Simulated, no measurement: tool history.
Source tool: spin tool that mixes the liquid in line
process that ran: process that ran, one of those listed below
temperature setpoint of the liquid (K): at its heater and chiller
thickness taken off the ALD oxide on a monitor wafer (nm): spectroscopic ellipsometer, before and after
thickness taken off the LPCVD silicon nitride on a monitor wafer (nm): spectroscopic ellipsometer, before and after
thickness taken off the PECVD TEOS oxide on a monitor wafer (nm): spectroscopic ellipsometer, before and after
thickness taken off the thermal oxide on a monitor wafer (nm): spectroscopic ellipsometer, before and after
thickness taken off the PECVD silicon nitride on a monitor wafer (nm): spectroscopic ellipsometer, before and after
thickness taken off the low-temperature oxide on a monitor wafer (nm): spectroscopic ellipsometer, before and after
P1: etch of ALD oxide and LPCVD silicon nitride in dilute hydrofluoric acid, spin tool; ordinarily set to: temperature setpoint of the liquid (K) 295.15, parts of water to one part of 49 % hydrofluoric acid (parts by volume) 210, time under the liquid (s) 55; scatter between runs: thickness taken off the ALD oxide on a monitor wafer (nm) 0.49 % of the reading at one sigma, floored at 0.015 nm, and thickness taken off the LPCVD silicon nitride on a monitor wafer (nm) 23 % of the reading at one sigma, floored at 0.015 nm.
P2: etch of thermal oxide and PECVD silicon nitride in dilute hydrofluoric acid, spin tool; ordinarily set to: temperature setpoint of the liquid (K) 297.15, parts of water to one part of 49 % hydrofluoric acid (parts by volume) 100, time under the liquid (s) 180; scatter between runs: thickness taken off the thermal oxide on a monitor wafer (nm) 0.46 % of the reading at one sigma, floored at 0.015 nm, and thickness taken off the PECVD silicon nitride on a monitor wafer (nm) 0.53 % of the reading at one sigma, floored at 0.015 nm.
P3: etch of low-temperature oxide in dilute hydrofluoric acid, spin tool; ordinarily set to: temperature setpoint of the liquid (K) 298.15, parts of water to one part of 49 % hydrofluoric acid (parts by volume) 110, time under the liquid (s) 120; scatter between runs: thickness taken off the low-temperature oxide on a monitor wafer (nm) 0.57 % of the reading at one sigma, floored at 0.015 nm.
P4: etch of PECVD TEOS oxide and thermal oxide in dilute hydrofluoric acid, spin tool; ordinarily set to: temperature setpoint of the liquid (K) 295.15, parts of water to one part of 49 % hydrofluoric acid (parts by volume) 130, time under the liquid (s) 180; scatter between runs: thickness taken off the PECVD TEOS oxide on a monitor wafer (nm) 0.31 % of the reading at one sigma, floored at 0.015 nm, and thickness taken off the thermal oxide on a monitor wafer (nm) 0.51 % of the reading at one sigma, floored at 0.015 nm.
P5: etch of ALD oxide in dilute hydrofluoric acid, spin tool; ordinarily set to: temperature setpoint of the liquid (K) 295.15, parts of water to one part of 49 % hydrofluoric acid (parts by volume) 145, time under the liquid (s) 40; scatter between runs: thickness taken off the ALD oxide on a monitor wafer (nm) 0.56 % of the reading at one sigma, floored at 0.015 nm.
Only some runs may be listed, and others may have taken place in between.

run,hour,process that ran,temperature setpoint of the liquid (K),parts of water to one part of 49 % hydrofluoric acid (parts by volume),time under the liquid (s),hours since the thermometer was replaced,hours since the hydrofluoric acid flow meter was replaced,thickness taken off the ALD oxide on a monitor wafer (nm),thickness taken off the LPCVD silicon nitride on a monitor wafer (nm),thickness taken off the PECVD TEOS oxide on a monitor wafer (nm),thickness taken off the thermal oxide on a monitor wafer (nm),thickness taken off the PECVD silicon nitride on a monitor wafer (nm),thickness taken off the low-temperature oxide on a monitor wafer (nm)
1,9.3,P1,295.15,210,55,906.3,422.7,5.0824,1.052e-1,,,,
2,18.3,P1,295.15,210,55,915.3,431.7,5.082,1.1964e-1,,,,
3,26.4,P5,295.15,145,15,923.4,439.8,2.3987,,,,,
4,32.5,P4,290.15,130,180,929.5,445.9,,,9.0151,5.1619,,
5,38.5,P1,295.15,210,55,935.5,451.9,5.1359,1.2227e-1,,,,
6,45,P1,295.15,210,55,942,458.4,5.055,1.8259e-1,,,,
7,56.1,P1,300.65,280,55,953.1,469.5,4.2985,9.5562e-2,,,,
8,67,P4,295.15,130,315,964,480.4,,,19.279,11.068,,
9,74.3,P2,297.15,160,180,971.3,487.7,,,,4.8281,2.8114,
10,79.8,P1,295.15,210,15,976.8,493.2,1.407,6.5706e-5,,,,
11,91.1,P3,298.15,20,120,988.1,504.5,,,,,,129.68
12,102.7,P2,297.15,100,20,999.7,516.1,,,,0.9229,0.50507,
13,112.5,P1,295.15,375,55,1009.5,525.9,2.4438,1.9437e-2,,,,
14,118.6,P2,292.15,100,180,1015.6,532,,,,6.7691,3.1669,
15,127,P5,295.15,145,40,1024,540.4,6.4768,,,,,
16,134.7,P1,295.15,130,55,1031.7,548.1,8.9993,1.8553e-1,,,,
17,140.3,P1,295.15,210,55,1037.3,553.7,5.0361,9.2515e-2,,,,
18,146,P1,295.15,210,55,1043,559.4,5.0347,1.3045e-1,,,,
19,157.8,P5,295.15,235,40,1054.8,571.2,3.6061,,,,,
20,168.1,P3,298.15,110,120,1065.1,581.5,,,,,,21.18
21,179.5,P3,291.15,110,120,1076.5,592.9,,,,,,15.841
22,186.2,P2,297.15,100,180,1083.2,599.6,,,,8.295,4.4061,
23,192,P1,295.15,210,85,1089,605.4,7.9206,2.2859e-1,,,,
24,199.2,P4,295.15,215,180,1096.2,612.6,,,6.0154,3.4894,,
25,205.7,P1,301.65,210,55,1102.7,619.1,6.4148,1.7921e-1,,,,
26,215.1,P1,295.15,210,55,1112.1,628.5,5.1228,1.561e-1,,,,
27,223.1,P4,295.15,130,180,1120.1,636.5,,,10.935,6.2939,,
# hour 223.8: hydrofluoric acid flow meter replaced
28,229.7,P1,290.15,210,55,1126.7,6,4.179,3.4675e-2,,,,
29,239.2,P3,298.15,110,120,1136.2,15.5,,,,,,20.884
30,248.6,P5,299.65,145,40,1145.6,24.9,7.6447,,,,,
31,254.5,P3,298.15,110,235,1151.5,30.8,,,,,,40.864
32,259.7,P1,295.15,210,55,1156.7,36,5.0597,1.53e-1,,,,
33,265,P1,295.15,210,55,1162,41.3,4.9797,8.2227e-2,,,,
34,275.6,P1,295.15,210,55,1172.6,51.9,4.8312,1.1199e-1,,,,
35,281,P1,295.15,210,55,1178,57.3,4.8149,9.1709e-2,,,,
36,290.6,P1,295.15,210,55,1187.6,66.9,4.8056,1.1622e-1,,,,
37,296.8,P1,295.15,210,55,1193.8,73.1,4.7794,1.337e-1,,,,
38,303.7,P1,295.15,210,55,1200.7,80,4.8373,9.138e-2,,,,

What P1 gives has crept off from where it sat before. The 2 causes that follow fit the log equally well, each at the size noted:
A: liquid colder than its thermometer reads (K) = 1.45
B: hydrofluoric acid flow below the setpoint (%) = 4.4
Onset of the creep was near hour 259.7.

Which of the 4 check runs listed below, each an average over 2 wafers with its results shown as question marks, gives clearly different results under the different listed causes?
check 1,310.6,P5,295.15,230,40,,,?,,,,,
check 2,310.6,P3,292.65,110,190,,,,,,,,?
check 3,310.6,P2,294.15,150,180,,,,,,?,?,
check 4,310.6,P4,295.15,210,180,,,,,?,?,,

Check results expected under each cause:
check,result,if A,if B
check 1,thickness taken off the ALD oxide on a monitor wafer (nm),3.5193,3.5148
check 2,thickness taken off the low-temperature oxide on a monitor wafer (nm),25.018,25.254
check 3,thickness taken off the thermal oxide on a monitor wafer (nm),4.3978,4.421
check 3,thickness taken off the PECVD silicon nitride on a monitor wafer (nm),2.2157,2.3356
check 4,thickness taken off the PECVD TEOS oxide on a monitor wafer (nm),5.9101,5.9107
check 4,thickness taken off the thermal oxide on a monitor wafer (nm),3.3875,3.3878
Distance between the nearest two causes, measured in the result of the check that separates them most: check 1 0.13 %; check 2 0.94 %; check 3 5.27 %; check 4 0.01 %
The causes can be told apart only by check 3. The other checks would give nearly the same results under each of them.

Check 3 was then run and gave: thickness taken off the thermal oxide on a monitor wafer (nm) 4.42; thickness taken off the PECVD silicon nitride on a monitor wafer (nm) 2.3277. Which cause is it?

The correct cause is B, namely: hydrofluoric acid flow below the setpoint (%).

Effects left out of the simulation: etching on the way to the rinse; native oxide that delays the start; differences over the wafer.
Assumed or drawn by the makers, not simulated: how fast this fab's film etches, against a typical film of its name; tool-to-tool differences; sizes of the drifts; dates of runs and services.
